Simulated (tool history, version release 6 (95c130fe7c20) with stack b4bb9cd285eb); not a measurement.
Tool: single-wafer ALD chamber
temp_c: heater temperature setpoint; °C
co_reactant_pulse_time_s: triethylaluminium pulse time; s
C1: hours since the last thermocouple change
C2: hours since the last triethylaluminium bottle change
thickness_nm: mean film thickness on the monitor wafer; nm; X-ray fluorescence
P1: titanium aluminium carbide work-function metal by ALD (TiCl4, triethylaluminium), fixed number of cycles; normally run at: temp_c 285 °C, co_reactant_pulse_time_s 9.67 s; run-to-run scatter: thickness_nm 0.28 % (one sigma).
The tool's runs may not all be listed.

run 1 hour=15.3 | temp_c=285 co_reactant_pulse_time_s=9.67 | C1=1919.2 C2=341.5 | thickness_nm=1.8916
run 2 hour=27.6 | temp_c=285 co_reactant_pulse_time_s=9.67 | C1=1931.5 C2=353.8 | thickness_nm=1.9013
run 3 hour=39.5 | temp_c=285 co_reactant_pulse_time_s=9.67 | C1=1943.4 C2=365.7 | thickness_nm=1.8992
run 4 hour=49.0 | temp_c=301 co_reactant_pulse_time_s=4.96 | C1=1952.9 C2=375.2 | thickness_nm=1.7241
run 5 hour=62.3 | temp_c=285 co_reactant_pulse_time_s=9.67 | C1=1966.2 C2=388.5 | thickness_nm=1.8887
run 6 hour=72.9 | temp_c=285 co_reactant_pulse_time_s=9.67 | C1=1976.8 C2=399.1 | thickness_nm=1.9008
run 7 hour=85.4 | temp_c=285 co_reactant_pulse_time_s=3.48 | C1=1989.3 C2=411.6 | thickness_nm=1.3808
run 8 hour=99.8 | temp_c=298 co_reactant_pulse_time_s=5.91 | C1=2003.7 C2=426.0 | thickness_nm=1.8017
run 9 hour=109.2 | temp_c=285 co_reactant_pulse_time_s=9.67 | C1=2013.1 C2=435.4 | thickness_nm=1.8899
run 10 hour=119.9 | temp_c=285 co_reactant_pulse_time_s=13.24 | C1=2023.8 C2=446.1 | thickness_nm=1.9513
run 11 hour=134.2 | temp_c=269 co_reactant_pulse_time_s=9.67 | C1=2038.1 C2=460.4 | thickness_nm=1.7537
run 12 hour=146.5 | temp_c=308 co_reactant_pulse_time_s=9.67 | C1=2050.4 C2=472.7 | thickness_nm=2.0977
run 13 hour=156.1 | temp_c=297 co_reactant_pulse_time_s=12.59 | C1=2060.0 C2=482.3 | thickness_nm=2.0463

The next listed run, before its measurement:
run 14 hour=164.9 | temp_c=285 co_reactant_pulse_time_s=9.67 | C1=2068.8 C2=491.1 | thickness_nm=?

{"run 14": {"thickness_nm": 1.9002}}

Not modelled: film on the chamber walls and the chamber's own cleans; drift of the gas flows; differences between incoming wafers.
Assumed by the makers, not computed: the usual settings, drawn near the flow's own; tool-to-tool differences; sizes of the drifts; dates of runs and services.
